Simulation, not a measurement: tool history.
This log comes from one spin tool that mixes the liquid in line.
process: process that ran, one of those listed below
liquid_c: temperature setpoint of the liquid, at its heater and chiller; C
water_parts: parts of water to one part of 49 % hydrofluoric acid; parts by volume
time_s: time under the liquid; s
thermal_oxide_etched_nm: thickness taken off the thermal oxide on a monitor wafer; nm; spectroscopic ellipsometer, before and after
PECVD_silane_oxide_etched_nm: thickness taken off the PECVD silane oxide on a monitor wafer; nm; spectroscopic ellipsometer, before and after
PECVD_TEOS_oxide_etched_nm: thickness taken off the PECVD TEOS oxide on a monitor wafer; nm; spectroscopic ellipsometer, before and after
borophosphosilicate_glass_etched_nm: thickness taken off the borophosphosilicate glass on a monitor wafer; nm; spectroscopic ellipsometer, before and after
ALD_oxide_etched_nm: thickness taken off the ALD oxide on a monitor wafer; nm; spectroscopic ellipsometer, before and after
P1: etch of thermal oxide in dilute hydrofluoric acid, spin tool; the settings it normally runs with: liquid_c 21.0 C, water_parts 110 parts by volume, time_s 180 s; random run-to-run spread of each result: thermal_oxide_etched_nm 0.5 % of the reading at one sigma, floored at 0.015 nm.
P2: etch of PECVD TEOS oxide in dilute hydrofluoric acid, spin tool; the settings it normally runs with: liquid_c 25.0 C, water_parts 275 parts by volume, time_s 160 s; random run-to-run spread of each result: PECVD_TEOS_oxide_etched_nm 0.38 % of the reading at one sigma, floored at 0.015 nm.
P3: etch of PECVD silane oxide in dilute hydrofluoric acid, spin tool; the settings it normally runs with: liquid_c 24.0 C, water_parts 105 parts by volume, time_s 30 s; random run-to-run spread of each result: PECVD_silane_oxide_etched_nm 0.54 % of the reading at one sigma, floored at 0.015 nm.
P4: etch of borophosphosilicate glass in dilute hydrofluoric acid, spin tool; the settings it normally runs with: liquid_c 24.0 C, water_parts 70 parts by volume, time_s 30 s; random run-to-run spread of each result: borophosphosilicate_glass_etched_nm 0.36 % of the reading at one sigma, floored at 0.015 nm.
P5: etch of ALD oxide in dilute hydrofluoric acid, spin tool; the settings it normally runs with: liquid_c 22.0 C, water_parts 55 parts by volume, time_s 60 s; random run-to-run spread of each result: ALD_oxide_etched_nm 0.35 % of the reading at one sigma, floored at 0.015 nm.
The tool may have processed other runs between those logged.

| run | hour | process | liquid_c | water_parts | time_s | hours since the thermometer was replaced | hours since the hydrofluoric acid flow meter was replaced | thermal_oxide_etched_nm | PECVD_silane_oxide_etched_nm | PECVD_TEOS_oxide_etched_nm | borophosphosilicate_glass_etched_nm | ALD_oxide_etched_nm |
|---|---|---|---|---|---|---|---|---|---|---|---|---|
| 1 | 14.5 | P1 | 21.0 | 110 | 180 | 1305.6 | 316.3 | 6.75540 |  |  |  |  |
| 2 | 27.7 | P3 | 24.0 | 35 | 30 | 1318.8 | 329.5 |  | 29.0540 |  |  |  |
| 3 | 46.4 | P1 | 21.0 | 110 | 180 | 1337.5 | 348.2 | 6.78890 |  |  |  |  |
| 4 | 63.7 | P1 | 21.0 | 155 | 50 | 1354.8 | 365.5 | 1.27400 |  |  |  |  |
| 5 | 75.3 | P1 | 21.0 | 110 | 180 | 1366.4 | 377.1 | 6.80630 |  |  |  |  |
| 6 | 94.2 | P2 | 25.0 | 275 | 160 | 1385.3 | 396.0 |  |  | 5.3695 |  |  |
| 7 | 113.5 | P2 | 25.0 | 415 | 160 | 1404.6 | 415.3 |  |  | 3.1193 |  |  |
| 8 | 131.8 | P4 | 24.0 | 20 | 30 | 1422.9 | 433.6 |  |  |  | 67.8600 |  |
| 9 | 141.5 | P2 | 25.0 | 275 | 160 | 1432.6 | 443.3 |  |  | 5.3375 |  |  |
| 10 | 152.2 | P4 | 24.0 | 70 | 30 | 1443.3 | 454.0 |  |  |  | 18.2120 |  |
| 11 | 171.3 | P4 | 24.0 | 70 | 15 | 1462.4 | 473.1 |  |  |  | 9.0898 |  |
| 12 | 183.3 | P4 | 32.5 | 70 | 30 | 1474.4 | 485.1 |  |  |  | 25.2110 |  |
| 13 | 199.8 | P1 | 21.0 | 110 | 350 | 1490.9 | 501.6 | 13.22100 |  |  |  |  |
| 14 | 210.6 | P2 | 25.0 | 275 | 65 | 1501.7 | 512.4 |  |  | 2.1677 |  |  |
| 15 | 226.1 | P1 | 21.0 | 110 | 180 | 1517.2 | 527.9 | 6.79000 |  |  |  |  |
| 16 | 237.1 | P3 | 24.0 | 105 | 15 | 1528.2 | 538.9 |  | 4.3522 |  |  |  |
| 17 | 245.8 | P5 | 22.0 | 55 | 60 | 1536.9 | 547.6 |  |  |  |  | 34.345 |
| 18 | 263.2 | P5 | 30.5 | 55 | 60 | 1554.3 | 565.0 |  |  |  |  | 48.728 |
| 19 | 277.4 | P3 | 30.5 | 105 | 30 | 1568.5 | 579.2 |  | 11.3070 |  |  |  |
| 20 | 293.0 | P1 | 28.5 | 110 | 180 | 1584.1 | 594.8 | 9.16470 |  |  |  |  |
| 21 | 306.1 | P5 | 22.0 | 55 | 100 | 1597.2 | 607.9 |  |  |  |  | 57.586 |
| 22 | 319.7 | P3 | 24.0 | 105 | 30 | 1610.8 | 621.5 |  | 8.8113 |  |  |  |
| 23 | 337.9 | P1 | 21.0 | 200 | 180 | 1629.0 | 639.7 | 3.40640 |  |  |  |  |
| 24 | 349.0 | P2 | 30.0 | 275 | 160 | 1640.1 | 650.8 |  |  | 6.3476 |  |  |
| 25 | 365.7 | P1 | 21.0 | 110 | 15 | 1656.8 | 667.5 | 0.58406 |  |  |  |  |
| 26 | 383.4 | P1 | 21.0 | 110 | 180 | 1674.5 | 685.2 | 6.77030 |  |  |  |  |
| 27 | 396.3 | P5 | 22.0 | 55 | 60 | 1687.4 | 698.1 |  |  |  |  | 34.491 |
| 28 | 413.0 | P1 | 21.0 | 70 | 180 | 1704.1 | 714.8 | 11.18400 |  |  |  |  |
| 29 | 427.0 | P1 | 25.5 | 150 | 180 | 1718.1 | 728.8 | 5.70510 |  |  |  |  |
| 30 | 440.0 | P1 | 21.0 | 70 | 290 | 1731.1 | 741.8 | 18.17200 |  |  |  |  |
| 31 | 453.2 | P1 | 17.0 | 110 | 180 | 1744.3 | 755.0 | 5.78940 |  |  |  |  |
| 32 | 468.0 | P5 | 22.0 | 90 | 60 | 1759.1 | 769.8 |  |  |  |  | 20.123 |
| 33 | 484.1 | P1 | 21.0 | 110 | 180 | 1775.2 | 785.9 | 6.80090 |  |  |  |  |
| 34 | 500.6 | P1 | 21.0 | 110 | 180 | 1791.7 | 802.4 | 7.04180 |  |  |  |  |
| 35 | 509.1 | P1 | 21.0 | 110 | 180 | 1800.2 | 810.9 | 7.19900 |  |  |  |  |

What will run 36 give?
| 36 | 520.3 | P1 | 21.0 | 110 | 180 | 1811.4 | 822.1 | ? |  |  |  |  |

Run 36 produced thermal_oxide_etched_nm 7.24670 nm.
